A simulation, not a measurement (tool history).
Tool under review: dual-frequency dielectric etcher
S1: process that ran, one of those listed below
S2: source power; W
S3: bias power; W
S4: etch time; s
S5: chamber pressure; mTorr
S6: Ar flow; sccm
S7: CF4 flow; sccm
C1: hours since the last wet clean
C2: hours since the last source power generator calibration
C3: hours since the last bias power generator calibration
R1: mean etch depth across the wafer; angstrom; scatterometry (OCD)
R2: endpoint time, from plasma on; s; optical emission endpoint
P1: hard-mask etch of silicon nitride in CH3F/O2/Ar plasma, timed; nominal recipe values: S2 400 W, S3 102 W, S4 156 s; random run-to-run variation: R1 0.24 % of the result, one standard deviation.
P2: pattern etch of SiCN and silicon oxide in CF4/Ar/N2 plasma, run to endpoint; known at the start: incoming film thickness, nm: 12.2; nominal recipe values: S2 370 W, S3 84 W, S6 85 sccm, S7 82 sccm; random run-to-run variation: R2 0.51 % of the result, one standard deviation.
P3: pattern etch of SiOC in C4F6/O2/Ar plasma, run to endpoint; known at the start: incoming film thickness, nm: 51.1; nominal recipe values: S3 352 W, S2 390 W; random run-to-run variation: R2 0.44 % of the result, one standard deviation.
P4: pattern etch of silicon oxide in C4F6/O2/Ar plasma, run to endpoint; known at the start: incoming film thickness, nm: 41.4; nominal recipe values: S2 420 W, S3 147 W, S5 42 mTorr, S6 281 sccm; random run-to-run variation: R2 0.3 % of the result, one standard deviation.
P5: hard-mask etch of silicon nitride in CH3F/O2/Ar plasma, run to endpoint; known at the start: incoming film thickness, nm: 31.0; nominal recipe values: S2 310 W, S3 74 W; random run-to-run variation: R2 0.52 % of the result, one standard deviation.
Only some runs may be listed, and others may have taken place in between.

run 1 hour=4.6 | S1=P1 S2=400 S3=102 S4=156 | C1=481.4 C2=275.2 C3=1383.5 | R1=1204.1
run 2 hour=13.2 | S1=P4 S2=320 S3=147 S5=42 S6=281 | C1=490 C2=283.8 C3=1392.1 | R2=16.305
run 3 hour=20.2 | S1=P2 S2=370 S3=56 S6=85 S7=82 | C1=497 C2=290.8 C3=1399.1 | R2=17.632
run 4 hour=24.8 | S1=P4 S2=420 S3=147 S5=42 S6=281 | C1=501.6 C2=295.4 C3=1403.7 | R2=14.563
run 5 hour=34.4 | S1=P2 S2=370 S3=84 S6=85 S7=53 | C1=511.2 C2=305 C3=1413.3 | R2=16.349
run 6 hour=40.3 | S1=P1 S2=270 S3=102 S4=156 | C1=517.1 C2=310.9 C3=1419.2 | R1=1040.9
run 7 hour=46.9 | S1=P1 S2=400 S3=102 S4=121.5 | C1=523.7 C2=317.5 C3=1425.8 | R1=937.87
run 8 hour=52.2 | S1=P1 S2=400 S3=127 S4=203 | C1=529 C2=322.8 C3=1431.1 | R1=1697
run 9 hour=58 | S1=P4 S2=420 S3=94 S5=42 S6=281 | C1=534.8 C2=328.6 C3=1436.9 | R2=16.593
run 10 hour=64.4 | S1=P4 S2=420 S3=147 S5=27 S6=281 | C1=541.2 C2=335 C3=1443.3 | R2=13.899
run 11 hour=69.5 | S1=P2 S2=270 S3=84 S6=85 S7=82 | C1=546.3 C2=340.1 C3=1448.4 | R2=20.492
run 12 hour=76.8 | S1=P3 S2=390 S3=352 | C1=553.6 C2=347.4 C3=1455.7 | R2=19.529
run 13 hour=84.5 | S1=P2 S2=370 S3=84 S6=85 S7=82 | C1=561.3 C2=355.1 C3=1463.4 | R2=15.544
run 14 hour=93.9 | S1=P5 S2=310 S3=74 | C1=570.7 C2=364.5 C3=1472.8 | R2=48.863
-- hour=95.1 source power generator calibrated
run 15 hour=98.1 | S1=P1 S2=400 S3=102 S4=214 | C1=574.9 C2=3 C3=1477 | R1=1656.5
run 16 hour=107.3 | S1=P1 S2=560 S3=102 S4=156 | C1=584.1 C2=12.2 C3=1486.2 | R1=1362.7
run 17 hour=113.1 | S1=P3 S2=390 S3=217 | C1=589.9 C2=18 C3=1492 | R2=23.093
run 18 hour=120 | S1=P5 S2=310 S3=49 | C1=596.8 C2=24.9 C3=1498.9 | R2=56.123
run 19 hour=124.6 | S1=P1 S2=400 S3=102 S4=156 | C1=601.4 C2=29.5 C3=1503.5 | R1=1204.8
run 20 hour=129.3 | S1=P1 S2=400 S3=132 S4=156 | C1=606.1 C2=34.2 C3=1508.2 | R1=1326.1
run 21 hour=134.5 | S1=P4 S2=420 S3=147 S5=42 S6=180 | C1=611.3 C2=39.4 C3=1513.4 | R2=13.914
run 22 hour=141.5 | S1=P1 S2=400 S3=61 S4=156 | C1=618.3 C2=46.4 C3=1520.4 | R1=1001
run 23 hour=146.9 | S1=P1 S2=400 S3=102 S4=156 | C1=623.7 C2=51.8 C3=1525.8 | R1=1203.1
-- hour=147.9 bias power generator calibrated
run 24 hour=152.6 | S1=P4 S2=420 S3=147 S5=42 S6=281 | C1=629.4 C2=57.5 C3=4.7 | R2=14.547
run 25 hour=157 | S1=P1 S2=470 S3=102 S4=122.5 | C1=633.8 C2=61.9 C3=9.1 | R1=1002.5
run 26 hour=161.9 | S1=P3 S2=390 S3=352 | C1=638.7 C2=66.8 C3=14 | R2=19.592
run 27 hour=171.5 | S1=P1 S2=400 S3=85 S4=118 | C1=648.3 C2=76.4 C3=23.6 | R1=852.51
run 28 hour=180.7 | S1=P5 S2=210 S3=74 | C1=657.5 C2=85.6 C3=32.8 | R2=56.286
run 29 hour=186.5 | S1=P3 S2=300 S3=352 | C1=663.3 C2=91.4 C3=38.6 | R2=21.575
run 30 hour=194.7 | S1=P1 S2=400 S3=102 S4=156 | C1=671.5 C2=99.6 C3=46.8 | R1=1203.2
run 31 hour=204.3 | S1=P2 S2=370 S3=84 S6=53 S7=82 | C1=681.1 C2=109.2 C3=56.4 | R2=14.798
run 32 hour=210.4 | S1=P1 S2=400 S3=102 S4=156 | C1=687.2 C2=115.3 C3=62.5 | R1=1200.1
run 33 hour=218.6 | S1=P1 S2=400 S3=102 S4=156 | C1=695.4 C2=123.5 C3=70.7 | R1=1197.3
run 34 hour=226 | S1=P1 S2=400 S3=102 S4=156 | C1=702.8 C2=130.9 C3=78.1 | R1=1209.5
run 35 hour=231.9 | S1=P1 S2=400 S3=102 S4=156 | C1=708.7 C2=136.8 C3=84 | R1=1212.7
run 36 hour=237.3 | S1=P1 S2=400 S3=102 S4=156 | C1=714.1 C2=142.2 C3=89.4 | R1=1215.2
-- hour=243.9 wet clean of the chamber
run 37 hour=244.7 | S1=P1 S2=400 S3=102 S4=156 | C1=0.9 C2=149.6 C3=96.8 | R1=1214.4
run 38 hour=252.2 | S1=P1 S2=400 S3=102 S4=156 | C1=8.4 C2=157.1 C3=104.3 | R1=1218.5
run 39 hour=259.1 | S1=P1 S2=400 S3=102 S4=156 | C1=15.3 C2=164 C3=111.2 | R1=1219.2
run 40 hour=268.5 | S1=P1 S2=400 S3=102 S4=156 | C1=24.7 C2=173.4 C3=120.6 | R1=1216.5
run 41 hour=277.1 | S1=P1 S2=400 S3=102 S4=156 | C1=33.3 C2=182 C3=129.2 | R1=1228.2
run 42 hour=282.3 | S1=P1 S2=400 S3=102 S4=156 | C1=38.5 C2=187.2 C3=134.4 | R1=1220.2

Something has made what P1 gives creep away from where it was; the 2 causes below, each at its own stated size, fit the log equally well:
A: source power that arrives over what is set, % = 4.3
B: bias power that arrives over what is set, % = 4.32
The gradual shift began around hour 218.6.
Why every other cause is out:
chamber walls in a state that raises the etch rate, %: serviced at hour 243.9, after the drift had started, without restoring the earlier output

The 4 check runs listed below each average the results of 3 wafers, and their outcomes are marked with question marks. Under which run would the listed causes produce clearly different results?
run check 1 hour=287.5 | S1=P5 S2=310 S3=74 | R2=?
run check 2 hour=287.5 | S1=P2 S2=370 S3=84 S6=85 S7=82 | R2=?
run check 3 hour=287.5 | S1=P3 S2=390 S3=352 | R2=?
run check 4 hour=287.5 | S1=P4 S2=420 S3=147 S5=42 S6=281 | R2=?

How each check would come out, cause by cause:
check=check_1 result=R2 if_A=48.056 if_B=48.101
check=check_2 result=R2 if_A=14.946 if_B=15.29
check=check_3 result=R2 if_A=19.276 if_B=19.29
check=check_4 result=R2 if_A=14.323 if_B=14.379
Gap, in per cent, between the two causes that each check separates least, read from the result that separates them most: check 1 0.09 %; check 2 2.28 %; check 3 0.08 %; check 4 0.39 %
Check 2 distinguishes between the causes, while the remaining checks would return nearly the same result for all of them.

Here is what check 2 returned: R2 14.976 s. Which cause is it?

Of the candidate causes, it is A: source power that arrives over what is set, %.
